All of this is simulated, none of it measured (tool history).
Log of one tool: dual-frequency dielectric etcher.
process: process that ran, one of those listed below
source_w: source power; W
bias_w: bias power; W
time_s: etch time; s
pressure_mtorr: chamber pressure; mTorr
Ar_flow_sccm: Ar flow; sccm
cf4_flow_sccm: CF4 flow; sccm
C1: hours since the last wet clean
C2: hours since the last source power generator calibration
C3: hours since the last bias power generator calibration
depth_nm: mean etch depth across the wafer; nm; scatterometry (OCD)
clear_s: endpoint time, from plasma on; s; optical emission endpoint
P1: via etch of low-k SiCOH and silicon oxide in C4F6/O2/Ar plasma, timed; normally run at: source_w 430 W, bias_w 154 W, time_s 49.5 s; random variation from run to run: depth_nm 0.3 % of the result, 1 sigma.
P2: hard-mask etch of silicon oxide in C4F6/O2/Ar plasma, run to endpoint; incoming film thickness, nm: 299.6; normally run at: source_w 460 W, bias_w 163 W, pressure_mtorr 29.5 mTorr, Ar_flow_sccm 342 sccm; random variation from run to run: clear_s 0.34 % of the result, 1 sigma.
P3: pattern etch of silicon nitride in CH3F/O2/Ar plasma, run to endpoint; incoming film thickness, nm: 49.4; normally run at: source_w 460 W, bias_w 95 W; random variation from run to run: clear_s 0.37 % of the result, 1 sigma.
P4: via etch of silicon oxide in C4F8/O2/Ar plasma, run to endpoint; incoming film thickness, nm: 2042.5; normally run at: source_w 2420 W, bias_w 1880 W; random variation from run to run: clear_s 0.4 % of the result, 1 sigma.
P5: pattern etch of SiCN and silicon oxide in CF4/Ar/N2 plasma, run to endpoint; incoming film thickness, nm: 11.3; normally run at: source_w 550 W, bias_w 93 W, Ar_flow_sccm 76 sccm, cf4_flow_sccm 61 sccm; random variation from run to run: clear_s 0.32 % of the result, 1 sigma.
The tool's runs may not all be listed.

{"run": 1, "day": 0.138, "process": "P1", "source_w": 430, "bias_w": 154, "time_s": 49.5, "C1": 126.2, "C2": 946.3, "C3": 1040.9, "depth_nm": 134.53}
{"run": 2, "day": 0.292, "process": "P3", "source_w": 460, "bias_w": 131, "C1": 129.9, "C2": 950.0, "C3": 1044.6, "clear_s": 54.177}
{"run": 3, "day": 0.471, "process": "P1", "source_w": 430, "bias_w": 154, "time_s": 49.5, "C1": 134.2, "C2": 954.3, "C3": 1048.9, "depth_nm": 133.33}
{"run": 4, "day": 0.683, "process": "P2", "source_w": 460, "bias_w": 163, "pressure_mtorr": 37.0, "Ar_flow_sccm": 342, "C1": 139.3, "C2": 959.4, "C3": 1054.0, "clear_s": 99.931}
{"run": 5, "day": 0.862, "process": "P4", "source_w": 2420, "bias_w": 1880, "C1": 143.6, "C2": 963.7, "C3": 1058.3, "clear_s": 380.89}
{"run": 6, "day": 1.083, "process": "P5", "source_w": 550, "bias_w": 93, "Ar_flow_sccm": 76, "cf4_flow_sccm": 61, "C1": 148.9, "C2": 969.0, "C3": 1063.6, "clear_s": 9.6905}
{"run": 7, "day": 1.254, "process": "P1", "source_w": 430, "bias_w": 154, "time_s": 66.0, "C1": 153.0, "C2": 973.1, "C3": 1067.7, "depth_nm": 178.63}
{"run": 8, "day": 1.358, "process": "P4", "source_w": 2420, "bias_w": 2299, "C1": 155.5, "C2": 975.6, "C3": 1070.2, "clear_s": 359.28}
{"run": 9, "day": 1.538, "process": "P1", "source_w": 250, "bias_w": 154, "time_s": 49.5, "C1": 159.8, "C2": 979.9, "C3": 1074.5, "depth_nm": 108.24}
{"run": 10, "day": 1.717, "process": "P1", "source_w": 430, "bias_w": 154, "time_s": 49.5, "C1": 164.1, "C2": 984.2, "C3": 1078.8, "depth_nm": 133.59}
{"run": 11, "day": 1.867, "process": "P1", "source_w": 430, "bias_w": 99, "time_s": 49.5, "C1": 167.7, "C2": 987.8, "C3": 1082.4, "depth_nm": 118.12}
{"run": 12, "day": 2.017, "process": "P1", "source_w": 430, "bias_w": 154, "time_s": 49.5, "C1": 171.3, "C2": 991.4, "C3": 1086.0, "depth_nm": 133.92}
{"run": 13, "day": 2.225, "process": "P5", "source_w": 550, "bias_w": 59, "Ar_flow_sccm": 76, "cf4_flow_sccm": 61, "C1": 176.3, "C2": 996.4, "C3": 1091.0, "clear_s": 11.217}
{"run": 14, "day": 2.342, "process": "P2", "source_w": 460, "bias_w": 163, "pressure_mtorr": 29.5, "Ar_flow_sccm": 342, "C1": 179.1, "C2": 999.2, "C3": 1093.8, "clear_s": 96.332}
{"run": 15, "day": 2.542, "process": "P2", "source_w": 460, "bias_w": 163, "pressure_mtorr": 29.5, "Ar_flow_sccm": 224, "C1": 183.9, "C2": 1004.0, "C3": 1098.6, "clear_s": 92.294}
{"run": 16, "day": 2.725, "process": "P5", "source_w": 550, "bias_w": 93, "Ar_flow_sccm": 76, "cf4_flow_sccm": 75, "C1": 188.3, "C2": 1008.4, "C3": 1103.0, "clear_s": 9.3884}
{"run": 17, "day": 2.892, "process": "P3", "source_w": 460, "bias_w": 95, "C1": 192.3, "C2": 1012.4, "C3": 1107.0, "clear_s": 61.244}
{"run": 18, "day": 3.121, "process": "P1", "source_w": 430, "bias_w": 154, "time_s": 49.5, "C1": 197.8, "C2": 1017.9, "C3": 1112.5, "depth_nm": 134.18}
{"run": 19, "day": 3.283, "process": "P1", "source_w": 590, "bias_w": 154, "time_s": 64.0, "C1": 201.7, "C2": 1021.8, "C3": 1116.4, "depth_nm": 196.05}
{"run": 20, "day": 3.4, "process": "P2", "source_w": 460, "bias_w": 224, "pressure_mtorr": 29.5, "Ar_flow_sccm": 342, "C1": 204.5, "C2": 1024.6, "C3": 1119.2, "clear_s": 87.773}
{"run": 21, "day": 3.525, "process": "P3", "source_w": 330, "bias_w": 95, "C1": 207.5, "C2": 1027.6, "C3": 1122.2, "clear_s": 68.913}
{"run": 22, "day": 3.671, "process": "P5", "source_w": 550, "bias_w": 93, "Ar_flow_sccm": 46, "cf4_flow_sccm": 61, "C1": 211.0, "C2": 1031.1, "C3": 1125.7, "clear_s": 9.0967}
{"run": 23, "day": 3.858, "process": "P1", "source_w": 530, "bias_w": 154, "time_s": 49.5, "C1": 215.5, "C2": 1035.6, "C3": 1130.2, "depth_nm": 145.58}
{"run": 24, "day": 4.054, "process": "P4", "source_w": 1730, "bias_w": 1880, "C1": 220.2, "C2": 1040.3, "C3": 1134.9, "clear_s": 434.61}
{"day": 4.121, "done": "source power generator calibrated"}
{"run": 25, "day": 4.267, "process": "P3", "source_w": 460, "bias_w": 95, "C1": 225.3, "C2": 3.5, "C3": 1140.0, "clear_s": 61.23}
{"run": 26, "day": 4.421, "process": "P4", "source_w": 2420, "bias_w": 1880, "C1": 229.0, "C2": 7.2, "C3": 1143.7, "clear_s": 376.17}
{"run": 27, "day": 4.562, "process": "P1", "source_w": 430, "bias_w": 154, "time_s": 49.5, "C1": 232.4, "C2": 10.6, "C3": 1147.1, "depth_nm": 134.08}
{"run": 28, "day": 4.712, "process": "P2", "source_w": 270, "bias_w": 163, "pressure_mtorr": 29.5, "Ar_flow_sccm": 342, "C1": 236.0, "C2": 14.2, "C3": 1150.7, "clear_s": 119.42}
{"run": 29, "day": 4.933, "process": "P1", "source_w": 430, "bias_w": 210, "time_s": 49.5, "C1": 241.3, "C2": 19.5, "C3": 1156.0, "depth_nm": 148.04}
{"run": 30, "day": 5.117, "process": "P1", "source_w": 430, "bias_w": 111, "time_s": 31.0, "C1": 245.7, "C2": 23.9, "C3": 1160.4, "depth_nm": 75.994}
{"run": 31, "day": 5.242, "process": "P1", "source_w": 430, "bias_w": 154, "time_s": 30.5, "C1": 248.7, "C2": 26.9, "C3": 1163.4, "depth_nm": 82.386}
{"run": 32, "day": 5.425, "process": "P5", "source_w": 320, "bias_w": 93, "Ar_flow_sccm": 76, "cf4_flow_sccm": 61, "C1": 253.1, "C2": 31.3, "C3": 1167.8, "clear_s": 15.652}
{"run": 33, "day": 5.629, "process": "P1", "source_w": 430, "bias_w": 154, "time_s": 49.5, "C1": 258.0, "C2": 36.2, "C3": 1172.7, "depth_nm": 133.86}
{"run": 34, "day": 5.75, "process": "P1", "source_w": 430, "bias_w": 154, "time_s": 49.5, "C1": 260.9, "C2": 39.1, "C3": 1175.6, "depth_nm": 133.41}
{"run": 35, "day": 5.912, "process": "P1", "source_w": 430, "bias_w": 154, "time_s": 49.5, "C1": 264.8, "C2": 43.0, "C3": 1179.5, "depth_nm": 132.38}
{"day": 6.062, "done": "wet clean of the chamber"}
{"run": 36, "day": 6.088, "process": "P1", "source_w": 430, "bias_w": 154, "time_s": 49.5, "C1": 0.7, "C2": 47.2, "C3": 1183.7, "depth_nm": 131.77}
{"run": 37, "day": 6.312, "process": "P1", "source_w": 430, "bias_w": 154, "time_s": 49.5, "C1": 6.1, "C2": 52.6, "C3": 1189.1, "depth_nm": 132.45}
{"run": 38, "day": 6.425, "process": "P1", "source_w": 430, "bias_w": 154, "time_s": 49.5, "C1": 8.8, "C2": 55.3, "C3": 1191.8, "depth_nm": 132.59}
{"run": 39, "day": 6.554, "process": "P1", "source_w": 430, "bias_w": 154, "time_s": 49.5, "C1": 11.9, "C2": 58.4, "C3": 1194.9, "depth_nm": 131.98}

What P1 gives has crept away from where it was. These 2 causes fit the log equally well, each at the size given:
A: source power that arrives under what is set, % = 3.77
B: bias power that arrives under what is set, % = 4.9
The creep began at about day 5.629.
Why every other cause is out:
chamber walls in a state that lowers the etch rate, %: serviced at day 6.062, which brought nothing back

4 check runs are offered, each on 2 wafers whose results are averaged, their results left as question marks. Which one tells the causes apart?
{"run": "check 1", "day": 6.683, "process": "P3", "source_w": 360, "bias_w": 114, "clear_s": "?"}
{"run": "check 2", "day": 6.683, "process": "P4", "source_w": 2420, "bias_w": 2179, "clear_s": "?"}
{"run": "check 3", "day": 6.683, "process": "P5", "source_w": 550, "bias_w": 60, "Ar_flow_sccm": 46, "cf4_flow_sccm": 61, "clear_s": "?"}
{"run": "check 4", "day": 6.683, "process": "P2", "source_w": 460, "bias_w": 209, "pressure_mtorr": 29.5, "Ar_flow_sccm": 342, "clear_s": "?"}

What each check would give under each cause:
check=check_1 result=clear_s if_A=63.3800 if_B=63.6810
check=check_2 result=clear_s if_A=369.5700 if_B=369.2000
check=check_3 result=clear_s if_A=10.7670 if_B=10.5530
check=check_4 result=clear_s if_A=90.7820 if_B=90.8950
How far apart the two closest causes lie, in the result that separates them most: check 1 0.47 %; check 2 0.1 %; check 3 2.01 %; check 4 0.13 %
Check 3 tells the causes apart: in the others they would give nearly the same result.

Check 3 was then run and gave: clear_s 10.5580 s. Which cause is it?

It is B: bias power that arrives under what is set, %.
